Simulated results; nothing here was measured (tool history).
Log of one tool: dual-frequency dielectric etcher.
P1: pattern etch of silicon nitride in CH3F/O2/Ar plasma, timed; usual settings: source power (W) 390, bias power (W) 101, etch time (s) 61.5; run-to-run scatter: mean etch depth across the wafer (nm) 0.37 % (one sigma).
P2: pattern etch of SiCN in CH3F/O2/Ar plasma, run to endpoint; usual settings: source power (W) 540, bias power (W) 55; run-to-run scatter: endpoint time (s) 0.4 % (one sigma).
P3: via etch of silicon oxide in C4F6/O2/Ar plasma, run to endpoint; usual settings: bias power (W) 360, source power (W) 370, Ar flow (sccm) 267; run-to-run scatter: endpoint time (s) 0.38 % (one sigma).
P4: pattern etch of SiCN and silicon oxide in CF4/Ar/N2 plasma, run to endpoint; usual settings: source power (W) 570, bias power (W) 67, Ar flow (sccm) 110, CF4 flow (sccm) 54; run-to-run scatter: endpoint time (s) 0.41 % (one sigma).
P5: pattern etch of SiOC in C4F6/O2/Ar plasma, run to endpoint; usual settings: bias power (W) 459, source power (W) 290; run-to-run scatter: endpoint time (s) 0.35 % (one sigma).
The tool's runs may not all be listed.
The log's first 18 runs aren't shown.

| run | hour | process that ran | source power (W) | bias power (W) | etch time (s) | Ar flow (sccm) | CF4 flow (sccm) | mean etch depth across the wafer (nm) | endpoint time (s) |
|---|---|---|---|---|---|---|---|---|---|
| 19 | 251.1 | P1 | 300 | 70 | 61.5 |  |  | 38.605 |  |
| 20 | 258.9 | P3 | 300 | 360 |  | 267 |  |  | 33.932 |
|  | 267.5 | wet clean of the chamber |
| 21 | 275.8 | P5 | 290 | 459 |  |  |  |  | 13.885 |
| 22 | 288.8 | P3 | 370 | 273 |  | 267 |  |  | 34.568 |
| 23 | 303.3 | P3 | 370 | 360 |  | 267 |  |  | 31.398 |
| 24 | 315.6 | P2 | 540 | 55 |  |  |  |  | 21.871 |
| 25 | 323.4 | P4 | 570 | 67 |  | 110 | 35 |  | 19.480 |
| 26 | 336.8 | P1 | 390 | 101 | 61.5 |  |  | 48.419 |  |
| 27 | 346.1 | P4 | 570 | 83 |  | 110 | 54 |  | 16.725 |
| 28 | 362.0 | P1 | 390 | 62 | 61.5 |  |  | 40.852 |  |
| 29 | 378.2 | P4 | 720 | 67 |  | 110 | 54 |  | 14.682 |

Run 30 comes next. What will it give?
| 30 | 395.1 | P1 | 280 | 101 | 61.5 |  |  | ? |  |

mean etch depth across the wafer (nm): 42.987

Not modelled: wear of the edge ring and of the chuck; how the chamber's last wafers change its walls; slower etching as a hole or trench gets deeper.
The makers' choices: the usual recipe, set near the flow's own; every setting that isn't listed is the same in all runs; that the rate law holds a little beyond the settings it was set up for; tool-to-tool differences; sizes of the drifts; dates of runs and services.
